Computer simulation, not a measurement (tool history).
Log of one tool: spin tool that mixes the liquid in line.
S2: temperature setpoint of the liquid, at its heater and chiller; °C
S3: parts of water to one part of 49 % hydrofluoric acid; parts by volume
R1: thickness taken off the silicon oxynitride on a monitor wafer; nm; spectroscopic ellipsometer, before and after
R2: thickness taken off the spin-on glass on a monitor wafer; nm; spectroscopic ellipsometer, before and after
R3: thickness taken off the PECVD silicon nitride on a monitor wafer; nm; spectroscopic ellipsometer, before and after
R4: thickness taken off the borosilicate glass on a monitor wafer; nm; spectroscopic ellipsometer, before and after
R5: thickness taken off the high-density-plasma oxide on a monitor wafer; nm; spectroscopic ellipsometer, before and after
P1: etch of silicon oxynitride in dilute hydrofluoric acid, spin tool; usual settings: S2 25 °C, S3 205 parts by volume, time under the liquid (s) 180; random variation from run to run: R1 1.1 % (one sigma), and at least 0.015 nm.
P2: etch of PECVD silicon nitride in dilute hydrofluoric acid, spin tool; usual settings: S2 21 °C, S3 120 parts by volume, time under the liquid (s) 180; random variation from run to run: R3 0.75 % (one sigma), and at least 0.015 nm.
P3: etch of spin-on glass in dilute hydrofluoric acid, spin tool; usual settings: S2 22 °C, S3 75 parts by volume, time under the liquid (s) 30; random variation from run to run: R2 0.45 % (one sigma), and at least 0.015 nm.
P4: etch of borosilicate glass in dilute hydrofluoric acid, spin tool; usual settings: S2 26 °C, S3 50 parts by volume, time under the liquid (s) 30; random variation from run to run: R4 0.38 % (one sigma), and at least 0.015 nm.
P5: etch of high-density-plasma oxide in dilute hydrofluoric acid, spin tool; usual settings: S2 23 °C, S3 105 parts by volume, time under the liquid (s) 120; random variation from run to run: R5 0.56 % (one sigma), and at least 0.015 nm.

{"run": 1, "hour": 4.0, "process that ran": "P1", "S2": 25, "S3": 205, "time under the liquid (s)": 180, "R1": 2.0452}
{"run": 2, "hour": 6.5, "process that ran": "P3", "S2": 22, "S3": 45, "time under the liquid (s)": 30, "R2": 26.766}
{"run": 3, "hour": 9.0, "process that ran": "P1", "S2": 25, "S3": 205, "time under the liquid (s)": 180, "R1": 2.088}
{"run": 4, "hour": 13.9, "process that ran": "P2", "S2": 28, "S3": 120, "time under the liquid (s)": 180, "R3": 5.5224}
{"run": 5, "hour": 18.7, "process that ran": "P1", "S2": 25, "S3": 205, "time under the liquid (s)": 45, "R1": 0.51403}
{"run": 6, "hour": 23.0, "process that ran": "P4", "S2": 26, "S3": 50, "time under the liquid (s)": 30, "R4": 14.202}
{"run": 7, "hour": 27.3, "process that ran": "P5", "S2": 27, "S3": 105, "time under the liquid (s)": 120, "R5": 9.9869}
{"run": 8, "hour": 31.8, "process that ran": "P1", "S2": 25, "S3": 205, "time under the liquid (s)": 180, "R1": 2.0466}
{"run": 9, "hour": 36.1, "process that ran": "P3", "S2": 22, "S3": 75, "time under the liquid (s)": 45, "R2": 23.356}
{"run": 10, "hour": 41.1, "process that ran": "P4", "S2": 26, "S3": 50, "time under the liquid (s)": 30, "R4": 14.078}
{"run": 11, "hour": 45.1, "process that ran": "P1", "S2": 21, "S3": 205, "time under the liquid (s)": 350, "R1": 3.2617}
{"run": 12, "hour": 47.7, "process that ran": "P1", "S2": 25, "S3": 205, "time under the liquid (s)": 180, "R1": 2.0681}
{"run": 13, "hour": 51.4, "process that ran": "P4", "S2": 18, "S3": 50, "time under the liquid (s)": 30, "R4": 10.08}
{"run": 14, "hour": 56.1, "process that ran": "P1", "S2": 25, "S3": 205, "time under the liquid (s)": 275, "R1": 3.1437}
{"run": 15, "hour": 59.1, "process that ran": "P1", "S2": 25, "S3": 205, "time under the liquid (s)": 180, "R1": 2.012}
{"run": 16, "hour": 64.3, "process that ran": "P1", "S2": 25, "S3": 205, "time under the liquid (s)": 180, "R1": 2.0105}
{"run": 17, "hour": 68.4, "process that ran": "P5", "S2": 23, "S3": 105, "time under the liquid (s)": 120, "R5": 8.4891}
{"run": 18, "hour": 71.3, "process that ran": "P1", "S2": 33.5, "S3": 205, "time under the liquid (s)": 180, "R1": 2.915}
{"run": 19, "hour": 73.8, "process that ran": "P1", "S2": 20, "S3": 205, "time under the liquid (s)": 180, "R1": 1.6286}
{"run": 20, "hour": 78.8, "process that ran": "P2", "S2": 21, "S3": 45, "time under the liquid (s)": 180, "R3": 9.2035}
{"run": 21, "hour": 84.4, "process that ran": "P1", "S2": 25, "S3": 45, "time under the liquid (s)": 180, "R1": 10.627}
{"run": 22, "hour": 90.0, "process that ran": "P3", "S2": 17, "S3": 75, "time under the liquid (s)": 30, "R2": 12.633}
{"run": 23, "hour": 94.5, "process that ran": "P4", "S2": 26, "S3": 50, "time under the liquid (s)": 15, "R4": 7.0868}
{"run": 24, "hour": 99.8, "process that ran": "P5", "S2": 23, "S3": 105, "time under the liquid (s)": 40, "R5": 2.856}
{"run": 25, "hour": 105.0, "process that ran": "P5", "S2": 23, "S3": 20, "time under the liquid (s)": 120, "R5": 49.387}
{"run": 26, "hour": 107.6, "process that ran": "P2", "S2": 21, "S3": 120, "time under the liquid (s)": 180, "R3": 3.4613}
{"run": 27, "hour": 112.1, "process that ran": "P4", "S2": 26, "S3": 20, "time under the liquid (s)": 30, "R4": 37.139}
{"run": 28, "hour": 117.1, "process that ran": "P3", "S2": 22, "S3": 75, "time under the liquid (s)": 30, "R2": 15.571}
{"run": 29, "hour": 121.3, "process that ran": "P2", "S2": 21, "S3": 120, "time under the liquid (s)": 305, "R3": 6.0062}
{"hour": 121.9, "done": "thermometer replaced"}
{"run": 30, "hour": 124.9, "process that ran": "P2", "S2": 21, "S3": 120, "time under the liquid (s)": 180, "R3": 3.4574}
{"run": 31, "hour": 129.0, "process that ran": "P1", "S2": 25, "S3": 305, "time under the liquid (s)": 180, "R1": 1.2859}
{"run": 32, "hour": 134.0, "process that ran": "P5", "S2": 23, "S3": 105, "time under the liquid (s)": 120, "R5": 8.4658}

The next listed run, before its measurement:
{"run": 33, "hour": 136.9, "process that ran": "P1", "S2": 25, "S3": 205, "time under the liquid (s)": 180, "R1": "?"}

Run 33 gave R1 2.0396 nm.
